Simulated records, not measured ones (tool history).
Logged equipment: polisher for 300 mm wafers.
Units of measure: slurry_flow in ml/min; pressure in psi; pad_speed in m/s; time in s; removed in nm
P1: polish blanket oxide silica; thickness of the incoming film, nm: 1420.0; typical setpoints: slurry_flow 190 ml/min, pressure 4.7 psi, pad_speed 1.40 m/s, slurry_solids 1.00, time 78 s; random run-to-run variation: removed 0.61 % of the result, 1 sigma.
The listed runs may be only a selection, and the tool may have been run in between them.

run   hour  slurry_flow  pressure  pad_speed  slurry_solids  time  wafers polished on this pad  hours since the slurry nozzle was cleaned  hours since the head pressure was calibrated  hours since the slurry blender was calibrated  hours since the conditioning disc was replaced  removed
  1    4.8          190       4.7       1.40           1.00    78                          522                                      375.0                                         257.9                                           29.7                                           155.7   402.03
  2   11.6          190       4.7       1.92           1.00    78                          590                                      381.8                                         264.7                                           36.5                                           162.5   515.83
  3   17.7          120       4.7       1.40           1.00    78                          651                                      387.9                                         270.8                                           42.6                                           168.6   371.52
  4   23.1          190       4.7       1.40           0.55    78                          705                                      393.3                                         276.2                                           48.0                                           174.0   287.13
  5   28.4          190       4.7       1.40           1.00    78                          758                                      398.6                                         281.5                                           53.3                                           179.3   393.12
  6   36.1          190       2.2       1.40           1.00   109                          835                                      406.3                                         289.2                                           61.0                                           187.0   259.69
  7   42.3          190       4.7       1.40           1.00    35                          897                                      412.5                                         295.4                                           67.2                                           193.2   178.90
  8   49.6          190       4.7       1.40           1.00    78                          970                                      419.8                                         302.7                                           74.5                                           200.5   398.87
  9   56.2          190       4.7       1.40           1.00   118                         1037                                      426.4                                         309.3                                           81.1                                           207.1   604.00
 10   64.5          190       6.8       1.40           1.00    78                         1120                                      434.7                                         317.6                                           89.4                                           215.4   574.79
 11   70.0          190       4.7       1.40           1.00    78                         1175                                      440.2                                         323.1                                           94.9                                           220.9   402.83
 12   78.4          190       4.7       1.40           1.50    78                         1259                                      448.6                                         331.5                                          103.3                                           229.3   466.14
 13   84.9          190       4.7       0.88           1.00    78                         1324                                      455.1                                         338.0                                          109.8                                           235.8   273.57
 14   89.4          190       4.7       1.40           1.00    78                         1369                                      459.6                                         342.5                                          114.3                                           240.3   398.82
 15   96.9          190       2.4       1.40           1.00    78                         1444                                      467.1                                         350.0                                          121.8                                           247.8   204.32
 16  103.6          260       4.7       1.40           1.00    78                         1511                                      473.8                                         356.7                                          128.5                                           254.5   411.97
 17  112.8          190       7.2       0.82           1.00    78                         1603                                      483.0                                         365.9                                          137.7                                           263.7   397.90
 18  119.0          190       4.7       1.40           1.00    78                         1665                                      489.2                                         372.1                                          143.9                                           269.9   395.20
 19  123.7          190       4.7       1.40           1.00    78                         1712                                      493.9                                         376.8                                          148.6                                           274.6   380.33

What does the tool deliver on the next run?
 20  127.9          190       4.7       1.40           1.00    78                         1754                                      498.1                                         381.0                                          152.8                                           278.8        ?

{"run 20": {"removed": 375.61}}

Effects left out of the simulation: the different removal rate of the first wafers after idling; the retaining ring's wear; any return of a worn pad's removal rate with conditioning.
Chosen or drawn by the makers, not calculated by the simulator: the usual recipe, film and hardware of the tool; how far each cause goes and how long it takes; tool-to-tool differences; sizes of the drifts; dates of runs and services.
